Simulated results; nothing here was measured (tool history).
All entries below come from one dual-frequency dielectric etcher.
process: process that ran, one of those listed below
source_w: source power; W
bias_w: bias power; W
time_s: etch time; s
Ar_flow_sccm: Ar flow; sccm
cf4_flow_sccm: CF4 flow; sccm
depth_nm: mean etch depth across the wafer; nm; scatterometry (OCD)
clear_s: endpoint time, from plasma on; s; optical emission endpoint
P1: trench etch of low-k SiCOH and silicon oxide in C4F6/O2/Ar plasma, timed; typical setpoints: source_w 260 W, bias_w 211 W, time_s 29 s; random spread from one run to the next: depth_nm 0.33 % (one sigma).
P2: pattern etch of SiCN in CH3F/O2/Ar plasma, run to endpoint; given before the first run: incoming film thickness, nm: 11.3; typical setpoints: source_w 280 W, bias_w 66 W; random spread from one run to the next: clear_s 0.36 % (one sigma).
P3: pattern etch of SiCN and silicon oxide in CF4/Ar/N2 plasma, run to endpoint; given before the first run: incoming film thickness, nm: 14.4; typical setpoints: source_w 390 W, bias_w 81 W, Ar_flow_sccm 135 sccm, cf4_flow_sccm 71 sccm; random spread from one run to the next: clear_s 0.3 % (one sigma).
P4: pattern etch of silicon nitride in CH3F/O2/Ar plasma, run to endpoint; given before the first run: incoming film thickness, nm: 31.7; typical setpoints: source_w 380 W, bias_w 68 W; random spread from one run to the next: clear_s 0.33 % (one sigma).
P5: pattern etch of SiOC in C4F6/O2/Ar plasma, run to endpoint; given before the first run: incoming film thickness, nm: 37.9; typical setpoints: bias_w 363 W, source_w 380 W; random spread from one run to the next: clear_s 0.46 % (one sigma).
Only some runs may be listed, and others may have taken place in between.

{"run": 1, "day": 0.388, "process": "P1", "source_w": 260, "bias_w": 211, "time_s": 29, "depth_nm": 82.998}
{"run": 2, "day": 0.996, "process": "P3", "source_w": 540, "bias_w": 81, "Ar_flow_sccm": 135, "cf4_flow_sccm": 71, "clear_s": 14.522}
{"run": 3, "day": 1.667, "process": "P3", "source_w": 390, "bias_w": 81, "Ar_flow_sccm": 82, "cf4_flow_sccm": 71, "clear_s": 17.967}
{"run": 4, "day": 2.358, "process": "P1", "source_w": 220, "bias_w": 158, "time_s": 29, "depth_nm": 71.183}
{"run": 5, "day": 3.083, "process": "P1", "source_w": 260, "bias_w": 211, "time_s": 40, "depth_nm": 114.68}
{"run": 6, "day": 3.712, "process": "P5", "source_w": 380, "bias_w": 363, "clear_s": 14.436}
{"run": 7, "day": 4.067, "process": "P2", "source_w": 280, "bias_w": 66, "clear_s": 34.213}
{"run": 8, "day": 4.725, "process": "P4", "source_w": 380, "bias_w": 41, "clear_s": 56.471}
{"run": 9, "day": 5.158, "process": "P2", "source_w": 370, "bias_w": 66, "clear_s": 30.796}
{"run": 10, "day": 5.871, "process": "P1", "source_w": 260, "bias_w": 159, "time_s": 29, "depth_nm": 75.544}
{"run": 11, "day": 6.271, "process": "P1", "source_w": 260, "bias_w": 211, "time_s": 17, "depth_nm": 48.727}
{"run": 12, "day": 6.771, "process": "P3", "source_w": 390, "bias_w": 81, "Ar_flow_sccm": 135, "cf4_flow_sccm": 89, "clear_s": 18.631}
{"run": 13, "day": 7.175, "process": "P1", "source_w": 260, "bias_w": 273, "time_s": 29, "depth_nm": 90.255}
{"run": 14, "day": 7.712, "process": "P4", "source_w": 520, "bias_w": 68, "clear_s": 42.626}
{"run": 15, "day": 8.033, "process": "P1", "source_w": 300, "bias_w": 211, "time_s": 29, "depth_nm": 86.972}
{"run": 16, "day": 8.438, "process": "P1", "source_w": 260, "bias_w": 211, "time_s": 29, "depth_nm": 83.214}
{"run": 17, "day": 8.946, "process": "P3", "source_w": 390, "bias_w": 81, "Ar_flow_sccm": 135, "cf4_flow_sccm": 71, "clear_s": 19.284}
{"run": 18, "day": 9.375, "process": "P4", "source_w": 380, "bias_w": 68, "clear_s": 47.981}
{"run": 19, "day": 9.988, "process": "P5", "source_w": 380, "bias_w": 476, "clear_s": 13.105}
{"run": 20, "day": 10.317, "process": "P1", "source_w": 260, "bias_w": 211, "time_s": 29, "depth_nm": 82.646}
{"run": 21, "day": 10.9, "process": "P1", "source_w": 210, "bias_w": 211, "time_s": 29, "depth_nm": 76.727}
{"day": 11.092, "done": "bias power generator calibrated"}
{"run": 22, "day": 11.596, "process": "P3", "source_w": 390, "bias_w": 81, "Ar_flow_sccm": 135, "cf4_flow_sccm": 71, "clear_s": 19.329}
{"run": 23, "day": 12.312, "process": "P1", "source_w": 260, "bias_w": 269, "time_s": 40, "depth_nm": 124.37}
{"run": 24, "day": 12.9, "process": "P1", "source_w": 260, "bias_w": 251, "time_s": 20, "depth_nm": 61.131}
{"run": 25, "day": 13.312, "process": "P1", "source_w": 260, "bias_w": 211, "time_s": 29, "depth_nm": 82.799}
{"run": 26, "day": 13.654, "process": "P5", "source_w": 240, "bias_w": 363, "clear_s": 17.175}
{"run": 27, "day": 14.221, "process": "P2", "source_w": 280, "bias_w": 49, "clear_s": 38.049}
{"run": 28, "day": 14.571, "process": "P3", "source_w": 390, "bias_w": 48, "Ar_flow_sccm": 135, "cf4_flow_sccm": 71, "clear_s": 23.123}
{"run": 29, "day": 15.142, "process": "P1", "source_w": 260, "bias_w": 211, "time_s": 29, "depth_nm": 83.117}
{"run": 30, "day": 15.758, "process": "P1", "source_w": 260, "bias_w": 211, "time_s": 29, "depth_nm": 83.639}
{"run": 31, "day": 16.158, "process": "P1", "source_w": 260, "bias_w": 211, "time_s": 29, "depth_nm": 83.84}
{"run": 32, "day": 16.688, "process": "P1", "source_w": 260, "bias_w": 211, "time_s": 29, "depth_nm": 83.575}
{"run": 33, "day": 17.054, "process": "P1", "source_w": 260, "bias_w": 211, "time_s": 29, "depth_nm": 84.376}
{"day": 17.188, "done": "wet clean of the chamber"}
{"run": 34, "day": 17.504, "process": "P1", "source_w": 260, "bias_w": 211, "time_s": 29, "depth_nm": 84.332}
{"run": 35, "day": 18.054, "process": "P1", "source_w": 260, "bias_w": 211, "time_s": 29, "depth_nm": 83.994}
{"run": 36, "day": 18.662, "process": "P1", "source_w": 260, "bias_w": 211, "time_s": 29, "depth_nm": 84.201}
{"run": 37, "day": 19.1, "process": "P1", "source_w": 260, "bias_w": 211, "time_s": 29, "depth_nm": 84.247}
{"run": 38, "day": 19.771, "process": "P1", "source_w": 260, "bias_w": 211, "time_s": 29, "depth_nm": 84.297}
{"run": 39, "day": 20.125, "process": "P1", "source_w": 260, "bias_w": 211, "time_s": 29, "depth_nm": 84.415}
{"run": 40, "day": 20.658, "process": "P1", "source_w": 260, "bias_w": 211, "time_s": 29, "depth_nm": 84.16}

The log shows P1 creeping away from where it was. Any of the 2 causes listed here, at the size stated for it, fits the log just as well as the others:
A: bias power that arrives over what is set, % = 4.98
B: source power that arrives over what is set, % = 4.38
Creep in the process output first set in at about day 15.142.
Each remaining cause and why it is not a fit:
chamber walls in a state that raises the etch rate, %: serviced after onset, at day 17.188, with no recovery of the prior output

Below are 4 check runs, each on a single wafer, with their results shown as question marks. Which of them would tell the listed causes apart, meaning the causes would give clearly different results under it?
{"run": "check 1", "day": 21.192, "process": "P2", "source_w": 340, "bias_w": 51, "clear_s": "?"}
{"run": "check 2", "day": 21.192, "process": "P3", "source_w": 520, "bias_w": 50, "Ar_flow_sccm": 135, "cf4_flow_sccm": 71, "clear_s": "?"}
{"run": "check 3", "day": 21.192, "process": "P5", "source_w": 380, "bias_w": 462, "clear_s": "?"}
{"run": "check 4", "day": 21.192, "process": "P4", "source_w": 500, "bias_w": 51, "clear_s": "?"}

How each check would come out, cause by cause:
check=check_1 result=clear_s if_A=34.238 if_B=34.227
check=check_2 result=clear_s if_A=17.347 if_B=16.963
check=check_3 result=clear_s if_A=13.040 if_B=13.069
check=check_4 result=clear_s if_A=46.626 if_B=46.546
Minimum pairwise separation of causes per check, each pair taken at its best-separating result: check 1 0.03 %; check 2 2.23 %; check 3 0.22 %; check 4 0.17 %
Check 2 is the one run that separates the causes; every other check would come out nearly the same whichever cause is at work.

Then check 2 was run and gave: clear_s 16.920 s. Which cause is it?

It is B: source power that arrives over what is set, %.
